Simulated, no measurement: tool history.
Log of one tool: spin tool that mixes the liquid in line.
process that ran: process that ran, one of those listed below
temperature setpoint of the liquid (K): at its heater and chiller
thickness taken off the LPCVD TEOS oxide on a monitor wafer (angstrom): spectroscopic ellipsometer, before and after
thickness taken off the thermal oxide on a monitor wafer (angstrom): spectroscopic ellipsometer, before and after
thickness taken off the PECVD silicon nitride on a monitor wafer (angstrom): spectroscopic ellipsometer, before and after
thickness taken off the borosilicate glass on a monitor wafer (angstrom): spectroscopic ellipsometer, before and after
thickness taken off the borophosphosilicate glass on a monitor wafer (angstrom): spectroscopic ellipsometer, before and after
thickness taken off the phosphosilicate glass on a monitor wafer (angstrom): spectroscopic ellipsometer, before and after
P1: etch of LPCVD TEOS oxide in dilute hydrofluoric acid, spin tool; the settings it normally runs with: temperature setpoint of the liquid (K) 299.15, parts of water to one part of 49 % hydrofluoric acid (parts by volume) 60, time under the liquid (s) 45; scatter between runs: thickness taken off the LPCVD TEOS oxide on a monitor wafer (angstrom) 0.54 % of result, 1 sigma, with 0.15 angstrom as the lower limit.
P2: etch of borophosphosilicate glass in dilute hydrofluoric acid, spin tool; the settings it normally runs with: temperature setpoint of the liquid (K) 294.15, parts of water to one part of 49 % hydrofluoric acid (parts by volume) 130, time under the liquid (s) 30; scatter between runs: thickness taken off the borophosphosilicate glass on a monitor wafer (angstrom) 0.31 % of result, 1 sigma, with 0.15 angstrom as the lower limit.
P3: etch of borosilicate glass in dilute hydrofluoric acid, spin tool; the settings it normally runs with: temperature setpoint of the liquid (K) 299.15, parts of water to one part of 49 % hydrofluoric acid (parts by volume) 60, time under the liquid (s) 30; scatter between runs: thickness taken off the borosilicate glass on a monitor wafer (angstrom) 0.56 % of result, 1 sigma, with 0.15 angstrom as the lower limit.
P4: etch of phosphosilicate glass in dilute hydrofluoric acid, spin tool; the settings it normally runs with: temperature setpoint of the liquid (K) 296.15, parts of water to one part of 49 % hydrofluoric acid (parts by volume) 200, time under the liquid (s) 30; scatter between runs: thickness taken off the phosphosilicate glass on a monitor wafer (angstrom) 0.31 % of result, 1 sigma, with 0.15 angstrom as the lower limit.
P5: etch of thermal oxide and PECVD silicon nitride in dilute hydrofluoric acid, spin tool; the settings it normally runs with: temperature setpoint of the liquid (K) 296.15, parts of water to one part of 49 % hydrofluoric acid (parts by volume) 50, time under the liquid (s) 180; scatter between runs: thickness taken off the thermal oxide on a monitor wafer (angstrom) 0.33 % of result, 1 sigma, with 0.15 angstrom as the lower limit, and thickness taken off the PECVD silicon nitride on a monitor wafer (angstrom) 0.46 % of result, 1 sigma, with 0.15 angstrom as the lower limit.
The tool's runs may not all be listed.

run,hour,process that ran,temperature setpoint of the liquid (K),parts of water to one part of 49 % hydrofluoric acid (parts by volume),time under the liquid (s),hours since the thermometer was replaced,hours since the hydrofluoric acid flow meter was replaced,thickness taken off the LPCVD TEOS oxide on a monitor wafer (angstrom),thickness taken off the thermal oxide on a monitor wafer (angstrom),thickness taken off the PECVD silicon nitride on a monitor wafer (angstrom),thickness taken off the borosilicate glass on a monitor wafer (angstrom),thickness taken off the borophosphosilicate glass on a monitor wafer (angstrom),thickness taken off the phosphosilicate glass on a monitor wafer (angstrom)
1,15.2,P1,299.15,60,45,621.4,902.4,257.710,,,,,
2,30.4,P1,299.15,40,45,636.6,917.6,398.310,,,,,
3,39.1,P5,296.15,50,355,645.3,926.3,,338.57,256.420,,,
4,49.6,P3,299.15,60,30,655.8,936.8,,,,240.50,,
5,61.0,P2,294.15,130,45,667.2,948.2,,,,,122.660,
6,76.4,P4,290.15,200,30,682.6,963.6,,,,,,61.785
7,92.5,P1,299.15,60,85,698.7,979.7,489.070,,,,,
8,102.2,P1,299.15,20,70,708.4,989.4,1267.000,,,,,
9,118.3,P4,296.15,100,30,724.5,1005.5,,,,,,175.560
10,126.3,P3,303.65,60,30,732.5,1013.5,,,,284.16,,
11,135.0,P1,299.15,85,70,741.2,1022.2,274.210,,,,,
12,148.7,P3,299.15,60,15,754.9,1035.9,,,,119.48,,
13,159.6,P4,296.15,200,55,765.8,1046.8,,,,,,143.370
14,175.9,P1,299.15,60,45,782.1,1063.1,257.820,,,,,
15,191.8,P1,299.15,60,15,798.0,1079.0,86.041,,,,,
16,208.0,P1,299.15,60,45,814.2,1095.2,258.230,,,,,
17,223.7,P3,299.15,25,30,829.9,1110.9,,,,605.48,,
18,239.1,P2,290.15,130,30,845.3,1126.3,,,,,69.744,
19,247.8,P5,296.15,20,180,854.0,1135.0,,449.68,316.270,,,
20,259.0,P5,290.15,50,180,865.2,1146.2,,133.37,86.129,,,
21,275.3,P5,296.15,50,180,881.5,1162.5,,171.87,130.310,,,
22,286.6,P1,299.15,100,45,892.8,1173.8,145.880,,,,,
23,302.2,P1,299.15,60,45,908.4,1189.4,258.250,,,,,
24,317.3,P3,299.15,60,30,923.5,1204.5,,,,240.54,,

Estimate the outcome of run 25 from the log above:
25,327.0,P1,305.65,35,45,933.2,1214.2,?,,,,,

thickness taken off the LPCVD TEOS oxide on a monitor wafer (angstrom): 592.430

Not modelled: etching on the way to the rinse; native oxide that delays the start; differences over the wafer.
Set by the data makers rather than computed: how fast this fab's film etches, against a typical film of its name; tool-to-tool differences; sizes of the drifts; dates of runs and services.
